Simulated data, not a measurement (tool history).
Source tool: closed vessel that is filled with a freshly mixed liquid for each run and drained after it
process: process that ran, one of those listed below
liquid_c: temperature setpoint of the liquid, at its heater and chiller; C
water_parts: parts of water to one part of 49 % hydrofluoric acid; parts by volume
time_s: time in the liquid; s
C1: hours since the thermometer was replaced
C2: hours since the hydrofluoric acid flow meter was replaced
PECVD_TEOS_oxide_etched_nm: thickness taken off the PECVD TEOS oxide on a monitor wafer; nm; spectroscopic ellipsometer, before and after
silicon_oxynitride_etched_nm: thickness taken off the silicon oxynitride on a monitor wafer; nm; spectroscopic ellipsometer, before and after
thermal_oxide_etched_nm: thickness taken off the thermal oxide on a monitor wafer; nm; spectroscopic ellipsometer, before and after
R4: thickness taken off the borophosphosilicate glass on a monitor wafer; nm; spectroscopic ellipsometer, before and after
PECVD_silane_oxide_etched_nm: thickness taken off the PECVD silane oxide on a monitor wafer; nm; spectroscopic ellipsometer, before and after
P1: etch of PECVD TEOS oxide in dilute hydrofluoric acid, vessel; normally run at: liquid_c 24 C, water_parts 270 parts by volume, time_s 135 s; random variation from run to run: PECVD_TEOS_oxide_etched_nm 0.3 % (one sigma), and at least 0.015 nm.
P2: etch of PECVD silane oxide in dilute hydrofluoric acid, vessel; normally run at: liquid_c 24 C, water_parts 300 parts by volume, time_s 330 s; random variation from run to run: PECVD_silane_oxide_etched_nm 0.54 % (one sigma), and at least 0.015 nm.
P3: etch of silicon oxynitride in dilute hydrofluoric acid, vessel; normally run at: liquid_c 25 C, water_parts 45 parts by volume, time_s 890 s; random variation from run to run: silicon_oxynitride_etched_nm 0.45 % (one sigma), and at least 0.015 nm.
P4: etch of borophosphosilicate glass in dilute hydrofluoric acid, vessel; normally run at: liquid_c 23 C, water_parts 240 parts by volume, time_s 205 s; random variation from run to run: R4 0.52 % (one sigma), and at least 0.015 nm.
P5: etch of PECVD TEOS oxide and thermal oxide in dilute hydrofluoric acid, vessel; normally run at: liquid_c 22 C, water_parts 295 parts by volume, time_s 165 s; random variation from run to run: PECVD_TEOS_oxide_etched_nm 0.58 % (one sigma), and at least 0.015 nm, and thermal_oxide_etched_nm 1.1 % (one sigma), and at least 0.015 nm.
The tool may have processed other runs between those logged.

Run 1, hour 15.7: process P1, liquid_c 24 C, water_parts 270 parts by volume, time_s 135 s; C1 316.6; C2 138.5. Result: PECVD_TEOS_oxide_etched_nm 11.974 nm.
Run 2, hour 29: process P3, liquid_c 25 C, water_parts 45 parts by volume, time_s 890 s; C1 329.9; C2 151.8. Result: silicon_oxynitride_etched_nm 43.062 nm.
Run 3, hour 40.3: process P3, liquid_c 25 C, water_parts 45 parts by volume, time_s 890 s; C1 341.2; C2 163.1. Result: silicon_oxynitride_etched_nm 43.142 nm.
Run 4, hour 51.8: process P1, liquid_c 24 C, water_parts 95 parts by volume, time_s 135 s; C1 352.7; C2 174.6. Result: PECVD_TEOS_oxide_etched_nm 41.176 nm.
Run 5, hour 66.5: process P5, liquid_c 22 C, water_parts 295 parts by volume, time_s 290 s; C1 367.4; C2 189.3. Result: PECVD_TEOS_oxide_etched_nm 9.5212 nm, thermal_oxide_etched_nm 3.4017 nm.
Run 6, hour 74.4: process P4, liquid_c 23 C, water_parts 380 parts by volume, time_s 205 s; C1 375.3; C2 197.2. Result: R4 18.206 nm.
Run 7, hour 84: process P1, liquid_c 24 C, water_parts 270 parts by volume, time_s 135 s; C1 384.9; C2 206.8. Result: PECVD_TEOS_oxide_etched_nm 11.993 nm.
Run 8, hour 96.8: process P1, liquid_c 30 C, water_parts 270 parts by volume, time_s 135 s; C1 397.7; C2 219.6. Result: PECVD_TEOS_oxide_etched_nm 14.645 nm.
Run 9, hour 107.6: process P2, liquid_c 30.5 C, water_parts 300 parts by volume, time_s 330 s; C1 408.5; C2 230.4. Result: PECVD_silane_oxide_etched_nm 31.965 nm.
Run 10, hour 116.6: process P1, liquid_c 19.5 C, water_parts 270 parts by volume, time_s 65 s; C1 417.5; C2 239.4. Result: PECVD_TEOS_oxide_etched_nm 4.8815 nm.
Run 11, hour 132.9: process P1, liquid_c 24 C, water_parts 270 parts by volume, time_s 135 s; C1 433.8; C2 255.7. Result: PECVD_TEOS_oxide_etched_nm 11.904 nm.
Run 12, hour 150.6: process P5, liquid_c 22 C, water_parts 295 parts by volume, time_s 165 s; C1 451.5; C2 273.4. Result: PECVD_TEOS_oxide_etched_nm 5.3985 nm, thermal_oxide_etched_nm 1.9503 nm.
Run 13, hour 165.4: process P4, liquid_c 23 C, water_parts 240 parts by volume, time_s 30 s; C1 466.3; C2 288.2. Result: R4 4.8438 nm.
Run 14, hour 175: process P1, liquid_c 24 C, water_parts 270 parts by volume, time_s 135 s; C1 475.9; C2 297.8. Result: PECVD_TEOS_oxide_etched_nm 11.939 nm.
Run 15, hour 185.3: process P4, liquid_c 17 C, water_parts 240 parts by volume, time_s 205 s; C1 486.2; C2 308.1. Result: R4 26.372 nm.
Run 16, hour 200.2: process P2, liquid_c 24 C, water_parts 300 parts by volume, time_s 30 s; C1 501.1; C2 323. Result: PECVD_silane_oxide_etched_nm 2.3589 nm.
Run 17, hour 218.1: process P3, liquid_c 25 C, water_parts 45 parts by volume, time_s 1330 s; C1 519; C2 340.9. Result: silicon_oxynitride_etched_nm 64.581 nm.
Run 18, hour 227.2: process P2, liquid_c 24 C, water_parts 300 parts by volume, time_s 330 s; C1 528.1; C2 350. Result: PECVD_silane_oxide_etched_nm 25.878 nm.
Run 19, hour 242.4: process P1, liquid_c 24 C, water_parts 270 parts by volume, time_s 30 s; C1 543.3; C2 365.2. Result: PECVD_TEOS_oxide_etched_nm 2.6328 nm.
Run 20, hour 254.4: process P1, liquid_c 24 C, water_parts 370 parts by volume, time_s 195 s; C1 555.3; C2 377.2. Result: PECVD_TEOS_oxide_etched_nm 11.51 nm.
Run 21, hour 272.2: process P1, liquid_c 24 C, water_parts 270 parts by volume, time_s 220 s; C1 573.1; C2 395. Result: PECVD_TEOS_oxide_etched_nm 19.387 nm.
Run 22, hour 287.8: process P4, liquid_c 23 C, water_parts 240 parts by volume, time_s 205 s; C1 588.7; C2 410.6. Result: R4 32.923 nm.
Run 23, hour 297.4: process P5, liquid_c 22 C, water_parts 480 parts by volume, time_s 165 s; C1 598.3; C2 420.2. Result: PECVD_TEOS_oxide_etched_nm 2.8387 nm, thermal_oxide_etched_nm 1.0007 nm.
Run 24, hour 307.5: process P2, liquid_c 24 C, water_parts 505 parts by volume, time_s 330 s; C1 608.4; C2 430.3. Result: PECVD_silane_oxide_etched_nm 12.833 nm.
Run 25, hour 321: process P3, liquid_c 30.5 C, water_parts 45 parts by volume, time_s 890 s; C1 621.9; C2 443.8. Result: silicon_oxynitride_etched_nm 56.407 nm.
Run 26, hour 338.9: process P5, liquid_c 17 C, water_parts 295 parts by volume, time_s 165 s; C1 639.8; C2 461.7. Result: PECVD_TEOS_oxide_etched_nm 4.5296 nm, thermal_oxide_etched_nm 1.6494 nm.
Run 27, hour 351.7: process P2, liquid_c 24 C, water_parts 300 parts by volume, time_s 330 s; C1 652.6; C2 474.5. Result: PECVD_silane_oxide_etched_nm 25.766 nm.
Run 28, hour 364.9: process P5, liquid_c 22 C, water_parts 295 parts by volume, time_s 165 s; C1 665.8; C2 487.7. Result: PECVD_TEOS_oxide_etched_nm 5.4093 nm, thermal_oxide_etched_nm 1.956 nm.
Run 29, hour 375.6: process P3, liquid_c 25 C, water_parts 30 parts by volume, time_s 890 s; C1 676.5; C2 498.4. Result: silicon_oxynitride_etched_nm 65.765 nm.
Run 30, hour 391.5: process P1, liquid_c 24 C, water_parts 465 parts by volume, time_s 135 s; C1 692.4; C2 514.3. Result: PECVD_TEOS_oxide_etched_nm 5.8116 nm.
Run 31, hour 400.8: process P1, liquid_c 24 C, water_parts 270 parts by volume, time_s 135 s; C1 701.7; C2 523.6. Result: PECVD_TEOS_oxide_etched_nm 11.967 nm.
Run 32, hour 414.8: process P1, liquid_c 24 C, water_parts 90 parts by volume, time_s 240 s; C1 715.7; C2 537.6. Result: PECVD_TEOS_oxide_etched_nm 77.899 nm.
Run 33, hour 428.9: process P1, liquid_c 17 C, water_parts 270 parts by volume, time_s 135 s; C1 729.8; C2 551.7. Result: PECVD_TEOS_oxide_etched_nm 9.2424 nm.
Run 34, hour 440.6: process P1, liquid_c 24 C, water_parts 270 parts by volume, time_s 135 s; C1 741.5; C2 563.4. Result: PECVD_TEOS_oxide_etched_nm 12.052 nm.
Run 35, hour 457.8: process P1, liquid_c 24 C, water_parts 270 parts by volume, time_s 135 s; C1 758.7; C2 580.6. Result: PECVD_TEOS_oxide_etched_nm 11.426 nm.
Run 36, hour 474.1: process P1, liquid_c 24 C, water_parts 270 parts by volume, time_s 135 s; C1 775; C2 596.9. Result: PECVD_TEOS_oxide_etched_nm 11.206 nm.
Run 37, hour 482.1: process P1, liquid_c 24 C, water_parts 270 parts by volume, time_s 135 s; C1 783; C2 604.9. Result: PECVD_TEOS_oxide_etched_nm 11.209 nm.
Run 38, hour 497.6: process P1, liquid_c 24 C, water_parts 270 parts by volume, time_s 135 s; C1 798.5; C2 620.4. Result: PECVD_TEOS_oxide_etched_nm 11.093 nm.
Run 39, hour 506: process P1, liquid_c 24 C, water_parts 270 parts by volume, time_s 135 s; C1 806.9; C2 628.8. Result: PECVD_TEOS_oxide_etched_nm 11.124 nm.
Run 40, hour 520: process P1, liquid_c 24 C, water_parts 270 parts by volume, time_s 135 s; C1 820.9; C2 642.8. Result: PECVD_TEOS_oxide_etched_nm 11.035 nm.

P1 no longer gives what it gave before; its output has crept away from where it was. The following 2 causes, each at its listed size, fit the log equally well:
A: hydrofluoric acid flow below the setpoint (%) = 6.01
B: liquid colder than its thermometer reads (K) = 2.21
Creep in the process output first set in at about hour 440.6.

Question marks stand in for the results of the 4 check runs listed below, each run on one wafer. Under which run would the listed causes show clearly different results?
Run check 1, hour 534: process P3, liquid_c 29.5 C, water_parts 30 parts by volume, time_s 890 s. Result: silicon_oxynitride_etched_nm ?.
Run check 2, hour 534: process P2, liquid_c 24 C, water_parts 300 parts by volume, time_s 160 s. Result: PECVD_silane_oxide_etched_nm ?.
Run check 3, hour 534: process P5, liquid_c 17 C, water_parts 295 parts by volume, time_s 165 s. Result: PECVD_TEOS_oxide_etched_nm ?, thermal_oxide_etched_nm ?.
Run check 4, hour 534: process P4, liquid_c 17 C, water_parts 240 parts by volume, time_s 30 s. Result: R4 ?.

What every check run would give for each of its results, assuming each possible cause in turn:
  check                        result    if A    if B
check 1  silicon_oxynitride_etched_nm  76.615  73.449
check 2  PECVD_silane_oxide_etched_nm  11.583  11.613
check 3    PECVD_TEOS_oxide_etched_nm  4.1831  4.1523
check 3       thermal_oxide_etched_nm  1.5022  1.4912
check 4                            R4    3.57  3.5275
Per check, the gap between the least separated pair of causes, taken in the result that splits them most: check 1 4.22 %; check 2 0.26 %; check 3 0.74 %; check 4 1.2 %
The causes can be told apart only by check 1. The other checks would give nearly the same results under each of them.

Check 1 was then run and gave: silicon_oxynitride_etched_nm 73.415 nm. Which cause is it?

Of the candidate causes, it is B: liquid colder than its thermometer reads (K).

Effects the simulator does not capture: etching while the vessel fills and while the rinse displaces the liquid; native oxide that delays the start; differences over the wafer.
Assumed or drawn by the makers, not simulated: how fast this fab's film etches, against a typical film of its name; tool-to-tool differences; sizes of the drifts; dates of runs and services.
